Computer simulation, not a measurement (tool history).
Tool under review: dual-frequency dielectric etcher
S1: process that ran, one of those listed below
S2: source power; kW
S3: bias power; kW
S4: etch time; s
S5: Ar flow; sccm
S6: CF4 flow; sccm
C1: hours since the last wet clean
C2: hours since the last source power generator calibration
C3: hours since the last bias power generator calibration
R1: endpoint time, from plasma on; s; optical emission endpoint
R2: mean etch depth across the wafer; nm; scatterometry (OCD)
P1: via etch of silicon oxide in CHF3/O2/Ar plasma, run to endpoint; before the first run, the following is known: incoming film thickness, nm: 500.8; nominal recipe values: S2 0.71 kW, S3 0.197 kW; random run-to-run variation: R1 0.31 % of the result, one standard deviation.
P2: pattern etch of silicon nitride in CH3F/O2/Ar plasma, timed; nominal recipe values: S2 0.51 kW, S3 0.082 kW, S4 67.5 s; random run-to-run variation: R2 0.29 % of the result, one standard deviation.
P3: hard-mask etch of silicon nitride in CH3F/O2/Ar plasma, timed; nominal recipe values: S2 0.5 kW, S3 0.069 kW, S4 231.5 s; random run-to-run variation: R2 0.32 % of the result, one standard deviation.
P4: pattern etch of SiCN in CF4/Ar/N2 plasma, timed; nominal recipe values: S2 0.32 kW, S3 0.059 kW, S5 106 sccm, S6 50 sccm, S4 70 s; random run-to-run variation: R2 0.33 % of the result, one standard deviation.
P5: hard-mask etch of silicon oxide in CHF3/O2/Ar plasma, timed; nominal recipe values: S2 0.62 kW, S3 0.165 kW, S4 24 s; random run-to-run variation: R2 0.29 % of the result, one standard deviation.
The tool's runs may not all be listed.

{"run": 1, "day": 0.45, "S1": "P1", "S2": 0.71, "S3": 0.197, "C1": 209.6, "C2": 1718.2, "C3": 1920.7, "R1": 242.9}
{"run": 2, "day": 0.9, "S1": "P2", "S2": 0.51, "S3": 0.082, "S4": 67.5, "C1": 220.4, "C2": 1729, "C3": 1931.5, "R2": 52.564}
{"run": 3, "day": 1.367, "S1": "P1", "S2": 0.71, "S3": 0.197, "C1": 231.6, "C2": 1740.2, "C3": 1942.7, "R1": 243.39}
{"run": 4, "day": 1.817, "S1": "P4", "S2": 0.32, "S3": 0.059, "S4": 70, "S5": 83, "S6": 50, "C1": 242.4, "C2": 1751, "C3": 1953.5, "R2": 40.44}
{"run": 5, "day": 2.383, "S1": "P5", "S2": 0.62, "S3": 0.197, "S4": 24, "C1": 256, "C2": 1764.6, "C3": 1967.1, "R2": 49.792}
{"run": 6, "day": 2.692, "S1": "P5", "S2": 0.62, "S3": 0.165, "S4": 30.5, "C1": 263.4, "C2": 1772, "C3": 1974.5, "R2": 59.436}
{"run": 7, "day": 3.012, "S1": "P5", "S2": 0.62, "S3": 0.165, "S4": 24, "C1": 271.1, "C2": 1779.7, "C3": 1982.2, "R2": 47.03}
{"run": 8, "day": 3.346, "S1": "P1", "S2": 0.71, "S3": 0.197, "C1": 279.1, "C2": 1787.7, "C3": 1990.2, "R1": 242.75}
{"run": 9, "day": 3.85, "S1": "P1", "S2": 0.55, "S3": 0.197, "C1": 291.2, "C2": 1799.8, "C3": 2002.3, "R1": 267.01}
{"run": 10, "day": 4.25, "S1": "P1", "S2": 0.93, "S3": 0.197, "C1": 300.8, "C2": 1809.4, "C3": 2011.9, "R1": 219.87}
{"run": 11, "day": 4.717, "S1": "P2", "S2": 0.51, "S3": 0.054, "S4": 67.5, "C1": 312, "C2": 1820.6, "C3": 2023.1, "R2": 45.752}
{"run": 12, "day": 5.221, "S1": "P3", "S2": 0.5, "S3": 0.069, "S4": 231.5, "C1": 324.1, "C2": 1832.7, "C3": 2035.2, "R2": 173.08}
{"run": 13, "day": 5.779, "S1": "P2", "S2": 0.51, "S3": 0.082, "S4": 67.5, "C1": 337.5, "C2": 1846.1, "C3": 2048.6, "R2": 52.78}
{"run": 14, "day": 6.288, "S1": "P1", "S2": 0.71, "S3": 0.197, "C1": 349.7, "C2": 1858.3, "C3": 2060.8, "R1": 242.94}
{"run": 15, "day": 6.775, "S1": "P5", "S2": 0.62, "S3": 0.165, "S4": 24, "C1": 361.4, "C2": 1870, "C3": 2072.5, "R2": 46.992}
{"run": 16, "day": 7.129, "S1": "P1", "S2": 0.71, "S3": 0.116, "C1": 369.9, "C2": 1878.5, "C3": 2081, "R1": 286.29}
{"run": 17, "day": 7.617, "S1": "P1", "S2": 0.71, "S3": 0.197, "C1": 381.6, "C2": 1890.2, "C3": 2092.7, "R1": 242.89}
{"run": 18, "day": 8.117, "S1": "P2", "S2": 0.51, "S3": 0.082, "S4": 48.5, "C1": 393.6, "C2": 1902.2, "C3": 2104.7, "R2": 37.889}
{"run": 19, "day": 8.5, "S1": "P4", "S2": 0.32, "S3": 0.059, "S4": 70, "S5": 106, "S6": 50, "C1": 402.8, "C2": 1911.4, "C3": 2113.9, "R2": 38.709}
{"run": 20, "day": 8.754, "S1": "P4", "S2": 0.23, "S3": 0.059, "S4": 70, "S5": 106, "S6": 50, "C1": 408.9, "C2": 1917.5, "C3": 2120, "R2": 29.051}
{"run": 21, "day": 9.15, "S1": "P4", "S2": 0.32, "S3": 0.04, "S4": 70, "S5": 106, "S6": 50, "C1": 418.4, "C2": 1927, "C3": 2129.5, "R2": 33.961}
{"run": 22, "day": 9.417, "S1": "P1", "S2": 0.71, "S3": 0.197, "C1": 424.8, "C2": 1933.4, "C3": 2135.9, "R1": 242.18}
{"run": 23, "day": 9.879, "S1": "P3", "S2": 0.61, "S3": 0.069, "S4": 231.5, "C1": 435.9, "C2": 1944.5, "C3": 2147, "R2": 186.05}
{"run": 24, "day": 10.358, "S1": "P4", "S2": 0.32, "S3": 0.059, "S4": 70, "S5": 106, "S6": 50, "C1": 447.4, "C2": 1956, "C3": 2158.5, "R2": 38.726}
{"run": 25, "day": 10.788, "S1": "P5", "S2": 0.37, "S3": 0.165, "S4": 24, "C1": 457.7, "C2": 1966.3, "C3": 2168.8, "R2": 38.578}
{"run": 26, "day": 11.304, "S1": "P3", "S2": 0.5, "S3": 0.097, "S4": 231.5, "C1": 470.1, "C2": 1978.7, "C3": 2181.2, "R2": 194.24}
{"run": 27, "day": 11.783, "S1": "P2", "S2": 0.7, "S3": 0.082, "S4": 67.5, "C1": 481.6, "C2": 1990.2, "C3": 2192.7, "R2": 59.607}
{"run": 28, "day": 12.15, "S1": "P1", "S2": 0.92, "S3": 0.253, "C1": 490.4, "C2": 1999, "C3": 2201.5, "R1": 202.75}
{"run": 29, "day": 12.608, "S1": "P4", "S2": 0.32, "S3": 0.059, "S4": 40, "S5": 106, "S6": 50, "C1": 501.4, "C2": 2010, "C3": 2212.5, "R2": 22.152}
{"run": 30, "day": 12.929, "S1": "P4", "S2": 0.32, "S3": 0.059, "S4": 70, "S5": 106, "S6": 62, "C1": 509.1, "C2": 2017.7, "C3": 2220.2, "R2": 39.846}
{"run": 31, "day": 13.517, "S1": "P1", "S2": 0.71, "S3": 0.262, "C1": 523.2, "C2": 2031.8, "C3": 2234.3, "R1": 220.06}
{"run": 32, "day": 13.771, "S1": "P1", "S2": 0.71, "S3": 0.197, "C1": 529.3, "C2": 2037.9, "C3": 2240.4, "R1": 243.25}
{"run": 33, "day": 14.054, "S1": "P3", "S2": 0.5, "S3": 0.069, "S4": 293.5, "C1": 536.1, "C2": 2044.7, "C3": 2247.2, "R2": 220.33}
{"run": 34, "day": 14.554, "S1": "P1", "S2": 0.71, "S3": 0.197, "C1": 548.1, "C2": 2056.7, "C3": 2259.2, "R1": 243.02}
{"run": 35, "day": 14.875, "S1": "P1", "S2": 0.71, "S3": 0.197, "C1": 555.8, "C2": 2064.4, "C3": 2266.9, "R1": 244.37}
{"run": 36, "day": 15.221, "S1": "P1", "S2": 0.71, "S3": 0.197, "C1": 564.1, "C2": 2072.7, "C3": 2275.2, "R1": 245.04}
{"run": 37, "day": 15.671, "S1": "P1", "S2": 0.71, "S3": 0.197, "C1": 574.9, "C2": 2083.5, "C3": 2286, "R1": 245.1}
{"day": 16.071, "done": "wet clean of the chamber"}
{"run": 38, "day": 16.238, "S1": "P1", "S2": 0.71, "S3": 0.197, "C1": 4, "C2": 2097.1, "C3": 2299.6, "R1": 245.83}
{"run": 39, "day": 16.733, "S1": "P1", "S2": 0.71, "S3": 0.197, "C1": 15.9, "C2": 2109, "C3": 2311.5, "R1": 245.57}
{"run": 40, "day": 17.171, "S1": "P1", "S2": 0.71, "S3": 0.197, "C1": 26.4, "C2": 2119.5, "C3": 2322, "R1": 247.38}
{"run": 41, "day": 17.708, "S1": "P1", "S2": 0.71, "S3": 0.197, "C1": 39.3, "C2": 2132.4, "C3": 2334.9, "R1": 248.04}

P1 has crept away from where it was. The log is fitted equally well by each of these 2 causes, at the sizes shown:
A: source power that arrives under what is set, % = 3.97
B: bias power that arrives under what is set, % = 4.49
Onset of the creep was near day 14.554.
All other causes, with the reason each is excluded:
chamber walls in a state that lowers the etch rate, %: work on it at day 16.071, done after the drift set in, did not restore what the process gave before

Consider the 4 check runs below, whose results appear as question marks and each of which averages 2 wafers. Which one distinguishes the causes, in that each cause would give it a clearly different result?
{"run": "check 1", "day": 18.246, "S1": "P4", "S2": 0.32, "S3": 0.041, "S4": 70, "S5": 106, "S6": 50, "R2": "?"}
{"run": "check 2", "day": 18.246, "S1": "P3", "S2": 0.59, "S3": 0.095, "S4": 231.5, "R2": "?"}
{"run": "check 3", "day": 18.246, "S1": "P5", "S2": 0.53, "S3": 0.165, "S4": 29.5, "R2": "?"}
{"run": "check 4", "day": 18.246, "S1": "P2", "S2": 0.51, "S3": 0.069, "S4": 51, "R2": "?"}

If the cause were each of the candidates in turn, the checks would give the following:
check=check_1 result=R2 if_A=32.896 if_B=33.573
check=check_2 result=R2 if_A=202.49 if_B=202.3
check=check_3 result=R2 if_A=53.488 if_B=53.503
check=check_4 result=R2 if_A=36.983 if_B=36.994
Gap, in per cent, between the two causes that each check separates least, read from the result that separates them most: check 1 2.03 %; check 2 0.1 %; check 3 0.03 %; check 4 0.03 %
The other checks would show nearly matching results whichever cause is true, so check 1 is the only one that separates the causes.

Then check 1 was run and gave: R2 32.858 nm. Which cause is it?

It was cause A: source power that arrives under what is set, %.
